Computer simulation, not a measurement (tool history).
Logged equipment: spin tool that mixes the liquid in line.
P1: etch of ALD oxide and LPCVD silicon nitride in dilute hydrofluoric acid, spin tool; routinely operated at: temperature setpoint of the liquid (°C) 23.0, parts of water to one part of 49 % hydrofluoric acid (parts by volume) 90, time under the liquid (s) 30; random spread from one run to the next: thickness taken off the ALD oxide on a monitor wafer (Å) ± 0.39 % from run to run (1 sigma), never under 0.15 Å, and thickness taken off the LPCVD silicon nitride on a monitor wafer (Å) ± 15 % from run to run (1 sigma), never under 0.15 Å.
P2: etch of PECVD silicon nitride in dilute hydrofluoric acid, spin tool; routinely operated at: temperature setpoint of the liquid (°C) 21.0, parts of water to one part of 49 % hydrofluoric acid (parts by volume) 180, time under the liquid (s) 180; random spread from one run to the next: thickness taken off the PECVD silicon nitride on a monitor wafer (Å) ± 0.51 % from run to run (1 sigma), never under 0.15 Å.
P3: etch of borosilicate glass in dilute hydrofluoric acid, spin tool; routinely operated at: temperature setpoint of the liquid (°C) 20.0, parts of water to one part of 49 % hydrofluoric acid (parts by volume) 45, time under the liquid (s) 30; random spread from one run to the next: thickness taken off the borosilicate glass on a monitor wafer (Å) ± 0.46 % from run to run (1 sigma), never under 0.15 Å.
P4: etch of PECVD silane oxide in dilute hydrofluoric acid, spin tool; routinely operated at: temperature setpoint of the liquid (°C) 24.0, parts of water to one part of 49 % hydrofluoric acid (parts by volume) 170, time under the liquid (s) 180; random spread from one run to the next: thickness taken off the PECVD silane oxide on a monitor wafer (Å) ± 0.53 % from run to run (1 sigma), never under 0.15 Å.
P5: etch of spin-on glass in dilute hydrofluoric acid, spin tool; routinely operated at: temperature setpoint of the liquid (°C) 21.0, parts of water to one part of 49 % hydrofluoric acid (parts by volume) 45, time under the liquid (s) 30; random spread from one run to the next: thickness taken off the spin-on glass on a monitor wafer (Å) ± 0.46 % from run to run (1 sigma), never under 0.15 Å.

| run | day | process that ran | temperature setpoint of the liquid (°C) | parts of water to one part of 49 % hydrofluoric acid (parts by volume) | time under the liquid (s) | thickness taken off the ALD oxide on a monitor wafer (Å) | thickness taken off the LPCVD silicon nitride on a monitor wafer (Å) | thickness taken off the spin-on glass on a monitor wafer (Å) | thickness taken off the PECVD silicon nitride on a monitor wafer (Å) | thickness taken off the PECVD silane oxide on a monitor wafer (Å) | thickness taken off the borosilicate glass on a monitor wafer (Å) |
|---|---|---|---|---|---|---|---|---|---|---|---|
| 1 | 0.262 | P1 | 23.0 | 90 | 30 | 59.002 | 0.72310 |  |  |  |  |
| 2 | 0.638 | P1 | 23.0 | 90 | 50 | 99.249 | 2.49880 |  |  |  |  |
| 3 | 0.925 | P5 | 21.0 | 45 | 50 |  |  | 233.04 |  |  |  |
| 4 | 1.338 | P1 | 29.0 | 90 | 30 | 74.933 | 2.05820 |  |  |  |  |
| 5 | 1.646 | P1 | 23.0 | 90 | 15 | 29.625 | 0.60041 |  |  |  |  |
| 6 | 2.088 | P2 | 27.5 | 180 | 180 |  |  |  | 71.090 |  |  |
| 7 | 2.308 | P4 | 24.0 | 270 | 180 |  |  |  |  | 118.84 |  |
| 8 | 2.617 | P1 | 23.0 | 20 | 30 | 290.870 | 6.43830 |  |  |  |  |
| 9 | 3.017 | P1 | 23.0 | 90 | 30 | 59.547 | 1.65160 |  |  |  |  |
| 10 | 3.383 | P4 | 17.5 | 170 | 180 |  |  |  |  | 161.32 |  |
| 11 | 3.817 | P4 | 24.0 | 170 | 285 |  |  |  |  | 332.33 |  |
| 12 | 4.125 | P1 | 23.0 | 155 | 15 | 15.801 | 0.43115 |  |  |  |  |
| 13 | 4.438 | P1 | 23.0 | 90 | 30 | 59.070 | 1.12350 |  |  |  |  |
| 14 | 4.742 | P3 | 20.0 | 45 | 55 |  |  |  |  |  | 464.32 |
| 15 | 5.008 | P1 | 23.0 | 90 | 30 | 59.048 | 2.15020 |  |  |  |  |
| 16 | 5.408 | P1 | 23.0 | 130 | 30 | 38.982 | 0.89443 |  |  |  |  |
| 17 | 5.792 | P3 | 20.0 | 45 | 30 |  |  |  |  |  | 251.22 |
| 18 | 6.012 | P1 | 23.0 | 90 | 30 | 58.900 | 1.24860 |  |  |  |  |
| 19 | 6.362 | P3 | 24.5 | 45 | 30 |  |  |  |  |  | 304.75 |
|  | 6.479 | hydrofluoric acid flow meter replaced |
| 20 | 6.729 | P2 | 21.0 | 180 | 280 |  |  |  | 73.143 |  |  |
| 21 | 6.942 | P1 | 17.0 | 90 | 30 | 46.051 | 0.86789 |  |  |  |  |
| 22 | 7.350 | P3 | 20.0 | 45 | 30 |  |  |  |  |  | 252.71 |

Run 23 has not been measured yet. What should we expect?
| 23 | 7.550 | P3 | 20.0 | 65 | 30 |  |  |  |  |  | ? |

{"run 23": {"thickness taken off the borosilicate glass on a monitor wafer (Å)": 170.68}}
